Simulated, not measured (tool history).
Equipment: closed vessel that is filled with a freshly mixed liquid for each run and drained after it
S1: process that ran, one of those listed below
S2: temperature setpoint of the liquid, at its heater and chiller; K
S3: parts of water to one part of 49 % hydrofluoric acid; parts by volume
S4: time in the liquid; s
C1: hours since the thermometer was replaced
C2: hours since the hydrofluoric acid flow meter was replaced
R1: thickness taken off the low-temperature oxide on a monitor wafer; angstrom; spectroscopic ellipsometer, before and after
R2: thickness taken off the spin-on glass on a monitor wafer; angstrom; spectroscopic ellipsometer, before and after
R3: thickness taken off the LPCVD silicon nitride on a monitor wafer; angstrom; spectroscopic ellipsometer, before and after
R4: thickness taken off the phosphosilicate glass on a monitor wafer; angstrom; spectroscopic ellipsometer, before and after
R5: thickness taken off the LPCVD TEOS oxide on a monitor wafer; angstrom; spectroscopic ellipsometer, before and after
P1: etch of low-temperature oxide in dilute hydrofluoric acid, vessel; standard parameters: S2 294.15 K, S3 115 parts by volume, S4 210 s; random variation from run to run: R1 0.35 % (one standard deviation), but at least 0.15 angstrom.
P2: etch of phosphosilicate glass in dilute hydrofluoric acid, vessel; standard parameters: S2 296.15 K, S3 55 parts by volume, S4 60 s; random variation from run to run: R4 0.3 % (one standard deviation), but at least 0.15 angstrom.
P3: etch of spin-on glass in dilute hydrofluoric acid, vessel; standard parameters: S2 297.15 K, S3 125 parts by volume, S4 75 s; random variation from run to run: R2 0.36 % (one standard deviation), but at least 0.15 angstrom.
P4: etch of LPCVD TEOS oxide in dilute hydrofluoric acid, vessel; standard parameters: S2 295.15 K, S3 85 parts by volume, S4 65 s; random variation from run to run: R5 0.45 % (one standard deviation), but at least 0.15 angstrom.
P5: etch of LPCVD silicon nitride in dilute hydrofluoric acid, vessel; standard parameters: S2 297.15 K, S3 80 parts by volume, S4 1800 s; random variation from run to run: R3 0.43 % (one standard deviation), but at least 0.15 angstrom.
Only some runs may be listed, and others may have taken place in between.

| run | hour | S1 | S2 | S3 | S4 | C1 | C2 | R1 | R2 | R3 | R4 | R5 |
|---|---|---|---|---|---|---|---|---|---|---|---|---|
| 1 | 3.8 | P1 | 294.15 | 115 | 210 | 1021.3 | 1151.0 | 198.690 |  |  |  |  |
| 2 | 7.7 | P1 | 294.15 | 115 | 210 | 1025.2 | 1154.9 | 199.290 |  |  |  |  |
| 3 | 11.5 | P3 | 297.15 | 35 | 75 | 1029.0 | 1158.7 |  | 705.06 |  |  |  |
| 4 | 14.7 | P5 | 297.15 | 45 | 1800 | 1032.2 | 1161.9 |  |  | 177.210 |  |  |
| 5 | 17.0 | P5 | 297.15 | 80 | 1800 | 1034.5 | 1164.2 |  |  | 101.050 |  |  |
|  | 17.9 | hydrofluoric acid flow meter replaced |
| 6 | 20.1 | P2 | 296.15 | 20 | 60 | 1037.6 | 2.2 |  |  |  | 2982.20 |  |
| 7 | 22.2 | P1 | 294.15 | 115 | 75 | 1039.7 | 4.3 | 71.177 |  |  |  |  |
| 8 | 24.2 | P4 | 295.15 | 85 | 30 | 1041.7 | 6.3 |  |  |  |  | 179.51 |
| 9 | 26.7 | P1 | 294.15 | 115 | 210 | 1044.2 | 8.8 | 199.420 |  |  |  |  |
| 10 | 30.6 | P3 | 297.15 | 125 | 75 | 1048.1 | 12.7 |  | 178.09 |  |  |  |
| 11 | 33.6 | P3 | 297.15 | 125 | 75 | 1051.1 | 15.7 |  | 176.82 |  |  |  |
| 12 | 35.9 | P1 | 294.15 | 115 | 210 | 1053.4 | 18.0 | 200.130 |  |  |  |  |
| 13 | 38.3 | P2 | 302.15 | 55 | 60 | 1055.8 | 20.4 |  |  |  | 1323.70 |  |
| 14 | 40.9 | P1 | 294.15 | 165 | 210 | 1058.4 | 23.0 | 131.170 |  |  |  |  |
| 15 | 43.0 | P1 | 294.15 | 25 | 210 | 1060.5 | 25.1 | 1019.100 |  |  |  |  |
| 16 | 46.5 | P2 | 296.15 | 55 | 60 | 1064.0 | 28.6 |  |  |  | 1039.00 |  |
| 17 | 49.3 | P2 | 296.15 | 55 | 30 | 1066.8 | 31.4 |  |  |  | 521.78 |  |
| 18 | 52.8 | P1 | 294.15 | 115 | 210 | 1070.3 | 34.9 | 199.880 |  |  |  |  |
| 19 | 55.8 | P3 | 297.15 | 125 | 110 | 1073.3 | 37.9 |  | 260.22 |  |  |  |
| 20 | 59.7 | P1 | 290.15 | 115 | 210 | 1077.2 | 41.8 | 168.570 |  |  |  |  |
| 21 | 63.3 | P3 | 304.65 | 125 | 75 | 1080.8 | 45.4 |  | 234.01 |  |  |  |
| 22 | 66.4 | P1 | 298.65 | 115 | 210 | 1083.9 | 48.5 | 237.280 |  |  |  |  |
| 23 | 68.8 | P4 | 295.15 | 85 | 65 | 1086.3 | 50.9 |  |  |  |  | 387.93 |
| 24 | 71.0 | P5 | 302.15 | 80 | 1800 | 1088.5 | 53.1 |  |  | 140.450 |  |  |
| 25 | 73.9 | P4 | 290.15 | 85 | 65 | 1091.4 | 56.0 |  |  |  |  | 314.09 |
| 26 | 76.8 | P1 | 294.15 | 115 | 340 | 1094.3 | 58.9 | 320.280 |  |  |  |  |
| 27 | 79.7 | P5 | 297.15 | 80 | 1800 | 1097.2 | 61.8 |  |  | 100.660 |  |  |
| 28 | 84.0 | P1 | 290.15 | 65 | 210 | 1101.5 | 66.1 | 315.080 |  |  |  |  |
| 29 | 88.2 | P1 | 294.15 | 115 | 210 | 1105.7 | 70.3 | 200.240 |  |  |  |  |
| 30 | 90.3 | P4 | 295.15 | 40 | 65 | 1107.8 | 72.4 |  |  |  |  | 867.92 |
| 31 | 94.6 | P5 | 297.15 | 80 | 785 | 1112.1 | 76.7 |  |  | 44.183 |  |  |
| 32 | 96.8 | P1 | 294.15 | 115 | 210 | 1114.3 | 78.9 | 199.950 |  |  |  |  |
| 33 | 98.7 | P1 | 294.15 | 115 | 210 | 1116.2 | 80.8 | 197.290 |  |  |  |  |
| 34 | 102.1 | P1 | 294.15 | 115 | 210 | 1119.6 | 84.2 | 194.040 |  |  |  |  |
| 35 | 106.2 | P1 | 294.15 | 115 | 210 | 1123.7 | 88.3 | 190.780 |  |  |  |  |
| 36 | 108.3 | P1 | 294.15 | 115 | 210 | 1125.8 | 90.4 | 190.270 |  |  |  |  |
| 37 | 111.3 | P1 | 294.15 | 115 | 210 | 1128.8 | 93.4 | 187.750 |  |  |  |  |
| 38 | 114.5 | P1 | 294.15 | 115 | 210 | 1132.0 | 96.6 | 186.910 |  |  |  |  |
| 39 | 118.7 | P1 | 294.15 | 115 | 210 | 1136.2 | 100.8 | 186.670 |  |  |  |  |
| 40 | 122.5 | P1 | 294.15 | 115 | 210 | 1140.0 | 104.6 | 187.800 |  |  |  |  |
| 41 | 125.7 | P1 | 294.15 | 115 | 210 | 1143.2 | 107.8 | 186.610 |  |  |  |  |
| 42 | 128.1 | P1 | 294.15 | 115 | 210 | 1145.6 | 110.2 | 187.550 |  |  |  |  |

Something has made what P1 gives creep away from where it was; the 2 causes below, each at its own stated size, fit the log equally well:
A: hydrofluoric acid flow below the setpoint (%) = 5.56
B: liquid colder than its thermometer reads (K) = 1.6
The onset of the drift is placed at about hour 96.8.

Listed below are the offered check runs, one wafer per run, with question marks in place of results. For which of them would the causes give clearly different outcomes?
| check 1 | 130.5 | P3 | 303.15 | 70 | 75 |  |  |  | ? |  |  |  |
| check 2 | 130.5 | P2 | 301.65 | 55 | 30 |  |  |  |  |  | ? |  |
| check 3 | 130.5 | P4 | 290.15 | 85 | 65 |  |  |  |  |  |  | ? |
| check 4 | 130.5 | P5 | 297.15 | 50 | 1800 |  |  |  |  | ? |  |  |

What each check would give under each cause:
| check | result | if A | if B |
|---|---|---|---|
| check 1 | R2 | 400.79 | 401.29 |
| check 2 | R4 | 611.22 | 610.20 |
| check 3 | R5 | 295.81 | 294.00 |
| check 4 | R3 | 151.440 | 143.680 |
Per-check spread between the two closest causes, in the result where they differ most: check 1 0.13 %; check 2 0.17 %; check 3 0.61 %; check 4 5.26 %
Of the check runs offered, only check 4 discriminates between the causes; the rest would read about the same regardless of which cause applies.

Check 4 was then run and gave: R3 150.930 angstrom. Which cause is it?

It was cause A: hydrofluoric acid flow below the setpoint (%).
